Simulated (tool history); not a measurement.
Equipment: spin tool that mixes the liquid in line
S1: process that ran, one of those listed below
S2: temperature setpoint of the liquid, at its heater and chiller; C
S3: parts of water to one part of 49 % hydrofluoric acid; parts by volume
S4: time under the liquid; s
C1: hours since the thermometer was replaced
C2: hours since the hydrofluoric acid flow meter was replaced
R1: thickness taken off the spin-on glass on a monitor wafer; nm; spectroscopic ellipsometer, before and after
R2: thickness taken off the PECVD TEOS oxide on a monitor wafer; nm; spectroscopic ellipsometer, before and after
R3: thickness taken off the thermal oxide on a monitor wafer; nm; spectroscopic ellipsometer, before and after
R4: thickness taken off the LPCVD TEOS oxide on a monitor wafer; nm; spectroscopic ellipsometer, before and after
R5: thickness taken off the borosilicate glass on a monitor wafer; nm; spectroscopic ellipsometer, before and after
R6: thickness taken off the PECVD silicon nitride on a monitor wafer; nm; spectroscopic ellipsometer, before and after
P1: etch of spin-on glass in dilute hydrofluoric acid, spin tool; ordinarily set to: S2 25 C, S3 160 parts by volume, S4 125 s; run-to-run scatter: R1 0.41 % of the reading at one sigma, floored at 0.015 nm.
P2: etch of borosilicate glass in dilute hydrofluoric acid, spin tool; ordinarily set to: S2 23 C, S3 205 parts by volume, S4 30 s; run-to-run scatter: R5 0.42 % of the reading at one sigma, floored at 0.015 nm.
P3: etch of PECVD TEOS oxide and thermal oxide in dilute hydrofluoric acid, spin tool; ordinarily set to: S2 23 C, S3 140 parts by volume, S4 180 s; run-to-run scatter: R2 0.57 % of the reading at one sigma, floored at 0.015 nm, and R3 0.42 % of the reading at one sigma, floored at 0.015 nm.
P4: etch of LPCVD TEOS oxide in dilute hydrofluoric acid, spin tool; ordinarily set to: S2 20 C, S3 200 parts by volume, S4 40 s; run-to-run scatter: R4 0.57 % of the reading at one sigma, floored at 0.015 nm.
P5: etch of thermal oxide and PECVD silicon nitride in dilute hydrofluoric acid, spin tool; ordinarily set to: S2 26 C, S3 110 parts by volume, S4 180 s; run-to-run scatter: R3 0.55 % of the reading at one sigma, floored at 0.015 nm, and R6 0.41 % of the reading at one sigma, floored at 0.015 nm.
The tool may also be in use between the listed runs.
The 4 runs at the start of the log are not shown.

| run | hour | S1 | S2 | S3 | S4 | C1 | C2 | R1 | R2 | R3 | R4 | R5 | R6 |
|---|---|---|---|---|---|---|---|---|---|---|---|---|---|
| 5 | 37.1 | P4 | 20 | 60 | 40 | 1657.7 | 537.7 |  |  |  | 27.286 |  |  |
| 6 | 46 | P1 | 25 | 290 | 30 | 1666.6 | 546.6 | 3.7919 |  |  |  |  |  |
| 7 | 52.3 | P2 | 23 | 205 | 30 | 1672.9 | 552.9 |  |  |  |  | 5.6188 |  |
| 8 | 57.3 | P5 | 20.5 | 110 | 180 | 1677.9 | 557.9 |  |  | 6.6277 |  |  | 6.9828 |
| 9 | 65.7 | P2 | 17 | 205 | 30 | 1686.3 | 566.3 |  |  |  |  | 4.4265 |  |
| 10 | 73.6 | P1 | 25 | 225 | 125 | 1694.2 | 574.2 | 21.625 |  |  |  |  |  |
| 11 | 80.5 | P5 | 26 | 110 | 180 | 1701.1 | 581.1 |  |  | 8.3184 |  |  | 10.018 |
| 12 | 86.1 | P1 | 25 | 160 | 125 | 1706.7 | 586.7 | 32.907 |  |  |  |  |  |
| 13 | 93.1 | P5 | 26 | 110 | 180 | 1713.7 | 593.7 |  |  | 8.239 |  |  | 10.086 |
| 14 | 101.6 | P2 | 23 | 65 | 30 | 1722.2 | 602.2 |  |  |  |  | 20.764 |  |
| 15 | 113.2 | P1 | 25 | 160 | 125 | 1733.8 | 613.8 | 32.799 |  |  |  |  |  |
| 16 | 122.5 | P2 | 23 | 205 | 15 | 1743.1 | 623.1 |  |  |  |  | 2.8177 |  |
| 17 | 130.2 | P3 | 23 | 140 | 180 | 1750.8 | 630.8 |  | 16.966 | 5.7 |  |  |  |
| 18 | 139.9 | P1 | 32 | 160 | 125 | 1760.5 | 640.5 | 42.342 |  |  |  |  |  |
| 19 | 151 | P4 | 20 | 200 | 15 | 1771.6 | 651.6 |  |  |  | 2.6141 |  |  |
| 20 | 160.1 | P1 | 25 | 160 | 200 | 1780.7 | 660.7 | 52.563 |  |  |  |  |  |
| 21 | 167.3 | P3 | 17 | 140 | 180 | 1787.9 | 667.9 |  | 13.305 | 4.537 |  |  |  |

Run 22 has not been measured yet. What should we expect?
| 22 | 172.6 | P1 | 25 | 160 | 15 | 1793.2 | 673.2 | ? |  |  |  |  |  |

{"run 22": {"R1": 3.9589}}
